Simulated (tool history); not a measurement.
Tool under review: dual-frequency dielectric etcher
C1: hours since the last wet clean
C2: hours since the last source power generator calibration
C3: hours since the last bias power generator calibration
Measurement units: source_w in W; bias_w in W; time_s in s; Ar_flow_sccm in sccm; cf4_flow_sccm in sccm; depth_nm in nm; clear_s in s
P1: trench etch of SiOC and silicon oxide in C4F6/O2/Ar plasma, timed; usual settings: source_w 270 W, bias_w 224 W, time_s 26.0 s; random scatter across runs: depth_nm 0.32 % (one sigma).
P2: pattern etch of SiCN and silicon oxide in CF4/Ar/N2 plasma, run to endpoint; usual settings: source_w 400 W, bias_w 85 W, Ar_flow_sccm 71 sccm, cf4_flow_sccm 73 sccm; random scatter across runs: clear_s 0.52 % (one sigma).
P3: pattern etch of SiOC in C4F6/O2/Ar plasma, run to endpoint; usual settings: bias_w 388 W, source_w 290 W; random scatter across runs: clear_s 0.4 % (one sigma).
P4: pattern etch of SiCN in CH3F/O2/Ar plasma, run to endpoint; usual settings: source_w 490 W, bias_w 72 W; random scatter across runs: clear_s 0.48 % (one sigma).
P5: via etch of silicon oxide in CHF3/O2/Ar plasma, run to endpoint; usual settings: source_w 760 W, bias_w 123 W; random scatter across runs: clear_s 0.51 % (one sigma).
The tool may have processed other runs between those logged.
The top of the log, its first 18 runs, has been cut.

run 19 hour=106.2 | process=P4 source_w=370 bias_w=72 | C1=232.3 C2=1622.3 C3=1443.3 | clear_s=18.324
run 20 hour=110.2 | process=P1 source_w=360 bias_w=304 time_s=26.0 | C1=236.3 C2=1626.3 C3=1447.3 | depth_nm=57.166
run 21 hour=114.1 | process=P3 source_w=290 bias_w=388 | C1=240.2 C2=1630.2 C3=1451.2 | clear_s=10.383
run 22 hour=120.7 | process=P1 source_w=270 bias_w=150 time_s=26.0 | C1=246.8 C2=1636.8 C3=1457.8 | depth_nm=40.421
run 23 hour=128.2 | process=P5 source_w=760 bias_w=123 | C1=254.3 C2=1644.3 C3=1465.3 | clear_s=407.040
run 24 hour=133.4 | process=P1 source_w=270 bias_w=224 time_s=26.0 | C1=259.5 C2=1649.5 C3=1470.5 | depth_nm=46.190
run 25 hour=137.4 | process=P2 source_w=320 bias_w=85 Ar_flow_sccm=71 cf4_flow_sccm=73 | C1=263.5 C2=1653.5 C3=1474.5 | clear_s=15.564
run 26 hour=141.1 | process=P4 source_w=490 bias_w=72 | C1=267.2 C2=1657.2 C3=1478.2 | clear_s=16.513
run 27 hour=145.7 | process=P2 source_w=400 bias_w=85 Ar_flow_sccm=71 cf4_flow_sccm=73 | C1=271.8 C2=1661.8 C3=1482.8 | clear_s=12.825
run 28 hour=151.0 | process=P1 source_w=270 bias_w=224 time_s=26.0 | C1=277.1 C2=1667.1 C3=1488.1 | depth_nm=46.234
run 29 hour=155.7 | process=P1 source_w=270 bias_w=224 time_s=26.0 | C1=281.8 C2=1671.8 C3=1492.8 | depth_nm=46.435
run 30 hour=160.8 | process=P1 source_w=270 bias_w=224 time_s=26.0 | C1=286.9 C2=1676.9 C3=1497.9 | depth_nm=46.240
run 31 hour=164.2 | process=P1 source_w=270 bias_w=224 time_s=26.0 | C1=290.3 C2=1680.3 C3=1501.3 | depth_nm=46.448
run 32 hour=168.3 | process=P1 source_w=270 bias_w=224 time_s=26.0 | C1=294.4 C2=1684.4 C3=1505.4 | depth_nm=46.588
run 33 hour=176.0 | process=P1 source_w=270 bias_w=224 time_s=26.0 | C1=302.1 C2=1692.1 C3=1513.1 | depth_nm=46.856
-- hour=178.5 wet clean of the chamber
run 34 hour=179.4 | process=P1 source_w=270 bias_w=224 time_s=26.0 | C1=1.0 C2=1695.5 C3=1516.5 | depth_nm=46.652
run 35 hour=186.2 | process=P1 source_w=270 bias_w=224 time_s=26.0 | C1=7.8 C2=1702.3 C3=1523.3 | depth_nm=46.582
run 36 hour=193.3 | process=P1 source_w=270 bias_w=224 time_s=26.0 | C1=14.9 C2=1709.4 C3=1530.4 | depth_nm=47.003
run 37 hour=196.9 | process=P1 source_w=270 bias_w=224 time_s=26.0 | C1=18.5 C2=1713.0 C3=1534.0 | depth_nm=46.707
run 38 hour=204.2 | process=P1 source_w=270 bias_w=224 time_s=26.0 | C1=25.8 C2=1720.3 C3=1541.3 | depth_nm=46.566

What will run 39 give?
run 39 hour=207.9 | process=P1 source_w=270 bias_w=224 time_s=26.0 | C1=29.5 C2=1724.0 C3=1545.0 | depth_nm=?

depth_nm: 46.937 nm

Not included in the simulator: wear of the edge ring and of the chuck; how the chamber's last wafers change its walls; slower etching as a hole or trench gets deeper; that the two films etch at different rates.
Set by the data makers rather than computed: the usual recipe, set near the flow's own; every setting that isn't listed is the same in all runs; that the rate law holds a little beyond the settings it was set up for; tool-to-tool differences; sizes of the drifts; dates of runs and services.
